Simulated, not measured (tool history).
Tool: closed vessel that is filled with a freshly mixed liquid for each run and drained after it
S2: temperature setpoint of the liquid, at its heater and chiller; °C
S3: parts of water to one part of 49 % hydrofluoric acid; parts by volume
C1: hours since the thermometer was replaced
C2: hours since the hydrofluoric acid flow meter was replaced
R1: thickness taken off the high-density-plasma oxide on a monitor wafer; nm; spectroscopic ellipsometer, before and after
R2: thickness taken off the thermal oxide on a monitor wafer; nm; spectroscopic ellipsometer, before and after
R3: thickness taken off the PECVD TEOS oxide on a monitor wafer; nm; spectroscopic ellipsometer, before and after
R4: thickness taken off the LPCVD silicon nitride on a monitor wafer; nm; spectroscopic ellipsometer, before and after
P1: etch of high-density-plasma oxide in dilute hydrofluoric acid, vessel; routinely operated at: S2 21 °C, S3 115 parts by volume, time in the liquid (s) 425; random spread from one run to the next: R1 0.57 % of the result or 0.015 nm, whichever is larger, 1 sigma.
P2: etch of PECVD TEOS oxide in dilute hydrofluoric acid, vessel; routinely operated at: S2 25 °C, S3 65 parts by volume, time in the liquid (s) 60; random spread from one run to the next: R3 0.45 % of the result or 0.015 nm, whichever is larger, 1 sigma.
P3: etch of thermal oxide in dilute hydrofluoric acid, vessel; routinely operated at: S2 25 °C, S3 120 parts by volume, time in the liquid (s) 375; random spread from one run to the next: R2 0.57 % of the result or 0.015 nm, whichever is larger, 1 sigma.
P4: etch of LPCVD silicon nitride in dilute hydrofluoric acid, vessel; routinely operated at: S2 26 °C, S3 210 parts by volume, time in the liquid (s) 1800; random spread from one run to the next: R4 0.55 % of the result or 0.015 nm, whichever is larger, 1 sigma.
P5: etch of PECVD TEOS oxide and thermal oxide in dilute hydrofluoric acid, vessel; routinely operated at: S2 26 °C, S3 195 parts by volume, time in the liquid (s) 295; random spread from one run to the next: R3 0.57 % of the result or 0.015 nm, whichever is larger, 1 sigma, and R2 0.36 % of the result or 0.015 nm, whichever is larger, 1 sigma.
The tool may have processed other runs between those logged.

{"run": 1, "hour": 2.3, "process that ran": "P1", "S2": 21, "S3": 115, "time in the liquid (s)": 425, "C1": 343, "C2": 539.3, "R1": 16.318}
{"run": 2, "hour": 5.9, "process that ran": "P3", "S2": 18, "S3": 120, "time in the liquid (s)": 375, "C1": 346.6, "C2": 542.9, "R2": 11.594}
{"run": 3, "hour": 8.8, "process that ran": "P2", "S2": 25, "S3": 100, "time in the liquid (s)": 60, "C1": 349.5, "C2": 545.8, "R3": 17.46}
{"run": 4, "hour": 12.7, "process that ran": "P1", "S2": 21, "S3": 115, "time in the liquid (s)": 425, "C1": 353.4, "C2": 549.7, "R1": 16.448}
{"run": 5, "hour": 16.2, "process that ran": "P3", "S2": 25, "S3": 220, "time in the liquid (s)": 375, "C1": 356.9, "C2": 553.2, "R2": 7.5433}
{"run": 6, "hour": 20.7, "process that ran": "P1", "S2": 21, "S3": 115, "time in the liquid (s)": 180, "C1": 361.4, "C2": 557.7, "R1": 6.9321}
{"run": 7, "hour": 23.3, "process that ran": "P1", "S2": 21, "S3": 195, "time in the liquid (s)": 425, "C1": 364, "C2": 560.3, "R1": 8.7891}
{"run": 8, "hour": 26.9, "process that ran": "P3", "S2": 25, "S3": 120, "time in the liquid (s)": 375, "C1": 367.6, "C2": 563.9, "R2": 15.44}
{"run": 9, "hour": 30.7, "process that ran": "P2", "S2": 25, "S3": 65, "time in the liquid (s)": 60, "C1": 371.4, "C2": 567.7, "R3": 28.161}
{"run": 10, "hour": 33.7, "process that ran": "P5", "S2": 26, "S3": 25, "time in the liquid (s)": 295, "C1": 374.4, "C2": 570.7, "R2": 64.283, "R3": 395.73}
{"run": 11, "hour": 36.8, "process that ran": "P5", "S2": 26, "S3": 195, "time in the liquid (s)": 160, "C1": 377.5, "C2": 573.8, "R2": 3.614, "R3": 22.197}
{"run": 12, "hour": 40.8, "process that ran": "P4", "S2": 26, "S3": 210, "time in the liquid (s)": 3525, "C1": 381.5, "C2": 577.8, "R4": 8.8794}
{"run": 13, "hour": 45.5, "process that ran": "P2", "S2": 25, "S3": 65, "time in the liquid (s)": 30, "C1": 386.2, "C2": 582.5, "R3": 14.124}
{"run": 14, "hour": 50.6, "process that ran": "P1", "S2": 21, "S3": 115, "time in the liquid (s)": 640, "C1": 391.3, "C2": 587.6, "R1": 24.686}
{"run": 15, "hour": 53.2, "process that ran": "P3", "S2": 25, "S3": 120, "time in the liquid (s)": 30, "C1": 393.9, "C2": 590.2, "R2": 1.2477}
{"run": 16, "hour": 57.3, "process that ran": "P4", "S2": 26, "S3": 210, "time in the liquid (s)": 1800, "C1": 398, "C2": 594.3, "R4": 4.5953}
{"run": 17, "hour": 61.6, "process that ran": "P1", "S2": 21, "S3": 115, "time in the liquid (s)": 425, "C1": 402.3, "C2": 598.6, "R1": 16.306}
{"run": 18, "hour": 66.5, "process that ran": "P1", "S2": 25, "S3": 115, "time in the liquid (s)": 425, "C1": 407.2, "C2": 603.5, "R1": 19.294}
{"run": 19, "hour": 71.6, "process that ran": "P5", "S2": 34, "S3": 195, "time in the liquid (s)": 295, "C1": 412.3, "C2": 608.6, "R2": 8.9003, "R3": 54.185}
{"run": 20, "hour": 75.7, "process that ran": "P3", "S2": 25, "S3": 120, "time in the liquid (s)": 375, "C1": 416.4, "C2": 612.7, "R2": 15.434}
{"run": 21, "hour": 79.4, "process that ran": "P5", "S2": 26, "S3": 195, "time in the liquid (s)": 295, "C1": 420.1, "C2": 616.4, "R2": 6.7418, "R3": 41.132}
{"run": 22, "hour": 83.1, "process that ran": "P1", "S2": 17, "S3": 115, "time in the liquid (s)": 425, "C1": 423.8, "C2": 620.1, "R1": 13.966}
{"run": 23, "hour": 86.9, "process that ran": "P1", "S2": 21, "S3": 35, "time in the liquid (s)": 425, "C1": 427.6, "C2": 623.9, "R1": 59.187}
{"run": 24, "hour": 89.9, "process that ran": "P2", "S2": 25, "S3": 65, "time in the liquid (s)": 60, "C1": 430.6, "C2": 626.9, "R3": 28.175}
{"run": 25, "hour": 93.4, "process that ran": "P1", "S2": 21, "S3": 115, "time in the liquid (s)": 425, "C1": 434.1, "C2": 630.4, "R1": 16.31}
{"run": 26, "hour": 98.5, "process that ran": "P2", "S2": 28.5, "S3": 65, "time in the liquid (s)": 60, "C1": 439.2, "C2": 635.5, "R3": 32.653}
{"run": 27, "hour": 103.0, "process that ran": "P4", "S2": 32, "S3": 210, "time in the liquid (s)": 1800, "C1": 443.7, "C2": 640, "R4": 6.5688}
{"run": 28, "hour": 106.3, "process that ran": "P1", "S2": 21, "S3": 190, "time in the liquid (s)": 250, "C1": 447, "C2": 643.3, "R1": 5.3919}
{"run": 29, "hour": 111.2, "process that ran": "P1", "S2": 21, "S3": 115, "time in the liquid (s)": 425, "C1": 451.9, "C2": 648.2, "R1": 16.543}
{"run": 30, "hour": 115.4, "process that ran": "P4", "S2": 26, "S3": 125, "time in the liquid (s)": 1800, "C1": 456.1, "C2": 652.4, "R4": 7.5742}
{"run": 31, "hour": 117.7, "process that ran": "P1", "S2": 21, "S3": 115, "time in the liquid (s)": 425, "C1": 458.4, "C2": 654.7, "R1": 16.39}

Run 32 is up next; what results do you expect?
{"run": 32, "hour": 121.1, "process that ran": "P1", "S2": 21, "S3": 115, "time in the liquid (s)": 425, "C1": 461.8, "C2": 658.1, "R1": "?"}

Run 32 yielded R1 16.859 nm.
